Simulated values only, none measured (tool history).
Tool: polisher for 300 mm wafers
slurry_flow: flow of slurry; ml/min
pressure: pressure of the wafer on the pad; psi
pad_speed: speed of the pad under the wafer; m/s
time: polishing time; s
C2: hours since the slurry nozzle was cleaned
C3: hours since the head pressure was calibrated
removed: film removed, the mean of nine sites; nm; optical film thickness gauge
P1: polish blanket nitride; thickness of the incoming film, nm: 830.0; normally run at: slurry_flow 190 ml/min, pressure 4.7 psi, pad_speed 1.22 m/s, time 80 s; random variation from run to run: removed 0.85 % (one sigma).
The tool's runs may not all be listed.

{"run": 1, "hour": 15.3, "slurry_flow": 190, "pressure": 4.7, "pad_speed": 1.22, "time": 80, "wafers polished on this pad": 228, "C2": 276.1, "C3": 208.5, "removed": 234.41}
{"run": 2, "hour": 28.1, "slurry_flow": 190, "pressure": 4.7, "pad_speed": 0.74, "time": 80, "wafers polished on this pad": 370, "C2": 288.9, "C3": 221.3, "removed": 159.78}
{"run": 3, "hour": 39.6, "slurry_flow": 240, "pressure": 4.7, "pad_speed": 1.22, "time": 80, "wafers polished on this pad": 499, "C2": 300.4, "C3": 232.8, "removed": 239.57}
{"run": 4, "hour": 56.6, "slurry_flow": 115, "pressure": 4.7, "pad_speed": 1.22, "time": 80, "wafers polished on this pad": 689, "C2": 317.4, "C3": 249.8, "removed": 215.72}
{"run": 5, "hour": 67.5, "slurry_flow": 190, "pressure": 4.7, "pad_speed": 1.22, "time": 80, "wafers polished on this pad": 810, "C2": 328.3, "C3": 260.7, "removed": 235.04}
{"run": 6, "hour": 78.0, "slurry_flow": 190, "pressure": 2.9, "pad_speed": 1.22, "time": 80, "wafers polished on this pad": 928, "C2": 338.8, "C3": 271.2, "removed": 146.45}
{"run": 7, "hour": 93.2, "slurry_flow": 190, "pressure": 7.1, "pad_speed": 1.22, "time": 80, "wafers polished on this pad": 1097, "C2": 354.0, "C3": 286.4, "removed": 355.01}
{"run": 8, "hour": 107.8, "slurry_flow": 190, "pressure": 3.2, "pad_speed": 1.74, "time": 80, "wafers polished on this pad": 1260, "C2": 368.6, "C3": 301.0, "removed": 210.64}
{"run": 9, "hour": 117.5, "slurry_flow": 190, "pressure": 4.7, "pad_speed": 1.22, "time": 52, "wafers polished on this pad": 1369, "C2": 378.3, "C3": 310.7, "removed": 150.68}
{"run": 10, "hour": 133.8, "slurry_flow": 190, "pressure": 2.8, "pad_speed": 0.9, "time": 80, "wafers polished on this pad": 1551, "C2": 394.6, "C3": 327.0, "removed": 107.4}
{"run": 11, "hour": 149.4, "slurry_flow": 115, "pressure": 6.3, "pad_speed": 1.22, "time": 80, "wafers polished on this pad": 1725, "C2": 410.2, "C3": 342.6, "removed": 286.64}
{"run": 12, "hour": 164.9, "slurry_flow": 190, "pressure": 4.7, "pad_speed": 1.22, "time": 80, "wafers polished on this pad": 1898, "C2": 425.7, "C3": 358.1, "removed": 230.47}
{"run": 13, "hour": 175.3, "slurry_flow": 190, "pressure": 4.7, "pad_speed": 1.22, "time": 80, "wafers polished on this pad": 2014, "C2": 436.1, "C3": 368.5, "removed": 233.61}
{"run": 14, "hour": 190.1, "slurry_flow": 190, "pressure": 4.7, "pad_speed": 1.22, "time": 80, "wafers polished on this pad": 2179, "C2": 450.9, "C3": 383.3, "removed": 232.47}
{"run": 15, "hour": 198.0, "slurry_flow": 190, "pressure": 4.7, "pad_speed": 1.22, "time": 110, "wafers polished on this pad": 2267, "C2": 458.8, "C3": 391.2, "removed": 318.4}
{"run": 16, "hour": 205.7, "slurry_flow": 190, "pressure": 4.7, "pad_speed": 1.22, "time": 80, "wafers polished on this pad": 2353, "C2": 466.5, "C3": 398.9, "removed": 232.82}
{"run": 17, "hour": 217.9, "slurry_flow": 190, "pressure": 4.7, "pad_speed": 1.54, "time": 80, "wafers polished on this pad": 2490, "C2": 478.7, "C3": 411.1, "removed": 281.0}

The next listed run, before its measurement:
{"run": 18, "hour": 233.7, "slurry_flow": 190, "pressure": 4.7, "pad_speed": 1.22, "time": 80, "wafers polished on this pad": 2666, "C2": 494.5, "C3": 426.9, "removed": "?"}

{"run 18": {"removed": 231.28}}
